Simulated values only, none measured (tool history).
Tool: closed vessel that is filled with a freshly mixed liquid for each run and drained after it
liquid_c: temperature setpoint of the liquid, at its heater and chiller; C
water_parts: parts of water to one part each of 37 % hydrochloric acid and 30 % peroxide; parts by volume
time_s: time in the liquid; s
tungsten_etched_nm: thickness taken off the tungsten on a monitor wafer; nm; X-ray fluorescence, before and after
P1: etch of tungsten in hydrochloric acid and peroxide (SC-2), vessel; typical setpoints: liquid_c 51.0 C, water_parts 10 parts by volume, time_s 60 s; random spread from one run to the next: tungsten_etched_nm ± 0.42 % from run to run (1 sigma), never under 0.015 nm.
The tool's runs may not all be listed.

| run | day | liquid_c | water_parts | time_s | hours since the thermometer was replaced | hours since the chemicals flow meter was replaced | hours since the drum of peroxide was connected | tungsten_etched_nm |
|---|---|---|---|---|---|---|---|---|
| 1 | 0.300 | 51.0 | 10 | 60 | 191.3 | 416.0 | 191.6 | 24.7990 |
| 2 | 0.596 | 36.5 | 10 | 60 | 198.4 | 423.1 | 198.7 | 9.0195 |
| 3 | 0.996 | 51.0 | 4 | 60 | 208.0 | 432.7 | 208.3 | 49.2430 |
| 4 | 1.296 | 51.0 | 10 | 60 | 215.2 | 439.9 | 215.5 | 24.5430 |
| 5 | 1.521 | 51.0 | 10 | 30 | 220.6 | 445.3 | 220.9 | 12.3380 |
| 6 | 1.821 | 51.0 | 10 | 60 | 227.8 | 452.5 | 228.1 | 24.7880 |
| 7 | 2.208 | 51.0 | 5 | 105 | 237.1 | 461.8 | 237.4 | 74.3770 |
| 8 | 2.508 | 51.0 | 10 | 60 | 244.3 | 469.0 | 244.6 | 24.9290 |
| 9 | 2.888 | 51.0 | 10 | 60 | 253.4 | 478.1 | 253.7 | 24.7630 |
| 10 | 3.279 | 51.0 | 10 | 105 | 262.8 | 487.5 | 263.1 | 42.9580 |
| 11 | 3.496 | 51.0 | 10 | 60 | 268.0 | 492.7 | 268.3 | 24.7690 |
| 12 | 3.879 | 67.5 | 10 | 60 | 277.2 | 501.9 | 277.5 | 70.3220 |
| 13 | 4.150 | 51.0 | 18 | 60 | 283.7 | 508.4 | 284.0 | 14.9220 |
| 14 | 4.342 | 51.0 | 10 | 60 | 288.3 | 513.0 | 288.6 | 24.7720 |
| 15 | 4.604 | 51.0 | 10 | 60 | 294.6 | 519.3 | 294.9 | 25.4180 |
| 16 | 4.825 | 51.0 | 10 | 60 | 299.9 | 524.6 | 300.2 | 25.4880 |
| 17 | 5.183 | 51.0 | 10 | 60 | 308.5 | 533.2 | 308.8 | 26.0140 |
| 18 | 5.362 | 51.0 | 10 | 60 | 312.8 | 537.5 | 313.1 | 26.2800 |
| 19 | 5.583 | 51.0 | 10 | 60 | 318.1 | 542.8 | 318.4 | 26.2740 |
| 20 | 5.804 | 51.0 | 10 | 60 | 323.4 | 548.1 | 323.7 | 26.4370 |
| 21 | 6.125 | 51.0 | 10 | 60 | 331.1 | 555.8 | 331.4 | 26.5910 |
| 22 | 6.483 | 51.0 | 10 | 60 | 339.7 | 564.4 | 340.0 | 26.6690 |
| 23 | 6.667 | 51.0 | 10 | 60 | 344.1 | 568.8 | 344.4 | 26.6620 |
| 24 | 7.046 | 51.0 | 10 | 60 | 353.2 | 577.9 | 353.5 | 26.7980 |
| 25 | 7.308 | 51.0 | 10 | 60 | 359.5 | 584.2 | 359.8 | 26.5600 |

What P1 gives has crept off from where it sat before. The 2 causes that follow fit the log equally well, each at the size noted:
A: chemicals flow above the setpoint (%) = 9.62
B: liquid hotter than its thermometer reads (K) = 1.16
The onset of the drift is placed at about day 4.342.
Other possible causes, and why each is ruled out:
peroxide weaker than its label (%): cannot exceed 8; that much would move tungsten_etched_nm by -7.4 %, which falls short of the creep or goes against it

Which of the 4 check runs listed below, each an average over 3 wafers with its results shown as question marks, gives clearly different results under the different listed causes?
| check 1 | 7.571 | 51.0 | 17.5 | 60 |  |  |  | ? |
| check 2 | 7.571 | 62.5 | 10.0 | 100 |  |  |  | ? |
| check 3 | 7.571 | 43.0 | 4.0 | 60 |  |  |  | ? |
| check 4 | 7.571 | 64.5 | 10.0 | 30 |  |  |  | ? |

Predicted outcomes, by check and by cause:
| check | result | if A | if B |
|---|---|---|---|
| check 1 | tungsten_etched_nm | 16.5210 | 16.4310 |
| check 2 | tungsten_etched_nm | 92.8360 | 92.4150 |
| check 3 | tungsten_etched_nm | 30.5080 | 31.1310 |
| check 4 | tungsten_etched_nm | 31.4920 | 31.3230 |
Smallest distance between any two causes, each pair judged by its most separating result, in per cent: check 1 0.55 %; check 2 0.45 %; check 3 2.02 %; check 4 0.54 %
The other checks would show nearly matching results whichever cause is true, so check 3 is the only one that separates the causes.

Check 3 was carried out, with these results: tungsten_etched_nm 31.2440 nm. Which of the listed causes is responsible?

B is the cause: liquid hotter than its thermometer reads (K).

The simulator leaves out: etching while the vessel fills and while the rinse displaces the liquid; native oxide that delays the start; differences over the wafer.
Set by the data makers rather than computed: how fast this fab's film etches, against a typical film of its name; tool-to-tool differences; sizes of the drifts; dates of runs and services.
